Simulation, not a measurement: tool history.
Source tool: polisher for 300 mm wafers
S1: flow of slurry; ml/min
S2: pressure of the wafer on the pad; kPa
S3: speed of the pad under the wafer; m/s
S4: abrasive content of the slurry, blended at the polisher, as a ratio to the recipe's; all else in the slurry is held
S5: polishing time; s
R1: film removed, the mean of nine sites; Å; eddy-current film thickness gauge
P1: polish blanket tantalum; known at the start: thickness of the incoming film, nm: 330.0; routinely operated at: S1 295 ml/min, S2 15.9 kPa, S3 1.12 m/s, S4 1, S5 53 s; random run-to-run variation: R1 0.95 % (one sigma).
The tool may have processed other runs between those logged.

run,hour,S1,S2,S3,S4,S5,R1
1,8.2,295,15.9,1.12,1,53,1048.1
2,18.3,295,15.9,0.62,1,53,572.52
3,23.3,295,15.9,1.12,1.35,53,1120.8
4,31.4,295,15.9,1.12,1,30,592.8
5,37.2,295,15.9,1.12,1,53,1055.5
6,48.4,370,15.9,1.12,1.45,53,1169.4
7,56.5,295,10.3,1.12,1,70,877.49
8,64.6,295,15.9,1.12,1,53,1036
# hour 66.4: slurry nozzle cleaned
9,73.8,295,20.7,1.12,1,53,1340.2
10,79.5,295,15.9,1.12,1,53,1044.7
11,87.1,295,15.9,1.12,0.55,53,825.96
12,93.3,295,15.9,1.5,1,53,1391.1
13,98.5,295,15.9,1.12,1,53,1033
14,107.1,295,15.9,1.12,1,82,1586
15,116.9,295,15.9,1.12,0.75,77,1380.6

What will run 16 give?
16,126.2,295,15.9,1.12,1,53,?

R1: 1025.9 Å
